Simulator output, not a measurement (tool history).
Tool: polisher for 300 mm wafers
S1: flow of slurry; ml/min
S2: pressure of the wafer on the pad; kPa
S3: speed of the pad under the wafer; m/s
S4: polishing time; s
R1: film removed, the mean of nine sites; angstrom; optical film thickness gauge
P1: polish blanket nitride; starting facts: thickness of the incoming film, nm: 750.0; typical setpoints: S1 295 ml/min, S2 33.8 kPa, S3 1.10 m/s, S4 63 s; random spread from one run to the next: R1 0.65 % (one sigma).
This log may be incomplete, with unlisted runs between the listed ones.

| run | hour | S1 | S2 | S3 | S4 | R1 |
|---|---|---|---|---|---|---|
| 1 | 11.0 | 295 | 33.8 | 1.10 | 63 | 1379.80 |
| 2 | 23.4 | 295 | 33.8 | 1.10 | 63 | 1390.60 |
| 3 | 33.5 | 295 | 33.8 | 1.72 | 63 | 1986.90 |
| 4 | 41.4 | 295 | 33.8 | 1.10 | 95 | 2100.90 |
| 5 | 57.1 | 295 | 33.8 | 1.10 | 63 | 1402.70 |
| 6 | 71.7 | 175 | 33.8 | 1.10 | 63 | 1305.60 |
| 7 | 87.6 | 295 | 15.2 | 1.10 | 63 | 625.59 |
| 8 | 101.5 | 295 | 33.8 | 1.10 | 63 | 1392.00 |
| 9 | 112.9 | 295 | 51.7 | 1.10 | 63 | 2136.80 |
| 10 | 127.8 | 295 | 33.8 | 1.10 | 39 | 849.21 |
| 11 | 143.2 | 410 | 33.8 | 1.10 | 63 | 1419.50 |
| 12 | 158.1 | 295 | 33.8 | 1.46 | 28 | 780.31 |
| 13 | 171.6 | 295 | 33.8 | 0.50 | 63 | 734.29 |
| 14 | 178.8 | 295 | 33.8 | 1.10 | 63 | 1377.90 |
| 15 | 190.1 | 295 | 33.8 | 1.10 | 63 | 1365.00 |
| 16 | 199.5 | 295 | 33.8 | 1.10 | 63 | 1356.30 |
| 17 | 209.2 | 295 | 33.8 | 1.10 | 63 | 1359.70 |

What will run 18 give?
|  | 214.1 | worn pad replaced by a new one |
| 18 | 216.9 | 295 | 33.8 | 1.10 | 63 | ? |

Run 18 came out at R1 1345.10 angstrom.

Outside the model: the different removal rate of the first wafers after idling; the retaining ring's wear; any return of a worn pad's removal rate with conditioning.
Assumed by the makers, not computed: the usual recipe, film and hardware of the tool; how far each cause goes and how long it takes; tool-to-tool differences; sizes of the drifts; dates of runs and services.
